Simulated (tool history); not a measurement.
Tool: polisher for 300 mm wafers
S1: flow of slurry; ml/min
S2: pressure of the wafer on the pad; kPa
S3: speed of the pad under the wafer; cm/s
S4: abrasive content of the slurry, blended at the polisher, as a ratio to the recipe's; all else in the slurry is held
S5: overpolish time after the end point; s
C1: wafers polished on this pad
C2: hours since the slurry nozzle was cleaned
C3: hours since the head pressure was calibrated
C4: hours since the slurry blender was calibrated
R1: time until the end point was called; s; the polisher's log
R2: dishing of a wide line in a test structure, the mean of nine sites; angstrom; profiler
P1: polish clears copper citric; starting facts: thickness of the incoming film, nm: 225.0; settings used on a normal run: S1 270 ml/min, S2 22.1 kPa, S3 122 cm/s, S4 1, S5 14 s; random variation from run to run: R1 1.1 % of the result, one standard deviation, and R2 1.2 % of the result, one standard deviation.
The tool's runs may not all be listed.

run	hour	S1	S2	S3	S4	S5	C1	C2	C3	C4	R1	R2
1	9.2	270	22.1	122	1	14	177	445	578.9	98.5	76.826	273.41
2	15	270	22.1	122	0.75	14	230	450.8	584.7	104.3	81.9	260.69
3	25.2	160	14.5	122	1	14	324	461	594.9	114.5	123.36	178.65
4	33.6	160	22.1	122	1	14	401	469.4	603.3	122.9	82.757	259.71
5	42.1	270	22.1	122	1	14	479	477.9	611.8	131.4	77.714	277.19
6	47.9	270	22.1	184	1	14	533	483.7	617.6	137.2	51.714	374.48
7	55.5	270	22.1	122	1	14	603	491.3	625.2	144.8	77.225	273.11
8	62.3	270	9.7	122	1	14	665	498.1	632	151.6	170.29	132.38
9	68.8	365	22.1	122	1	14	725	504.6	638.5	158.1	74.14	287.01
10	78.3	270	22.1	122	1	27	812	514.1	648	167.6	76.079	453.4
11	87.7	270	30.3	122	1	14	899	523.5	657.4	177	55.343	353.72
12	93.9	270	22.1	122	1.5	14	956	529.7	663.6	183.2	69.761	293.82
13	99.8	160	22.1	88	1	14	1010	535.6	669.5	189.1	115.75	199.72
14	109.2	270	22.1	122	1	8	1097	545	678.9	198.5	76.994	165.26
15	118.5	270	22.1	62	1	14	1182	554.3	688.2	207.8	149.82	151.8
16	124.5	270	22.1	122	1	14	1237	560.3	694.2	213.8	75.544	277.16
17	130.6	270	22.1	122	1	14	1293	566.4	700.3	219.9	77.469	271.83
18	140.6	270	22.1	122	1	14	1385	576.4	710.3	229.9	79.609	270.31
19	150.7	270	22.1	122	1	14	1478	586.5	720.4	240	80.02	269.34

What will run 20 give?
# hour 156.5: head pressure recalibrated
20	157.3	270	22.1	122	1	14	1539	593.1	0.9	246.6	?	?

Run 20 gave R1 81.623 s, R2 261.55 angstrom.

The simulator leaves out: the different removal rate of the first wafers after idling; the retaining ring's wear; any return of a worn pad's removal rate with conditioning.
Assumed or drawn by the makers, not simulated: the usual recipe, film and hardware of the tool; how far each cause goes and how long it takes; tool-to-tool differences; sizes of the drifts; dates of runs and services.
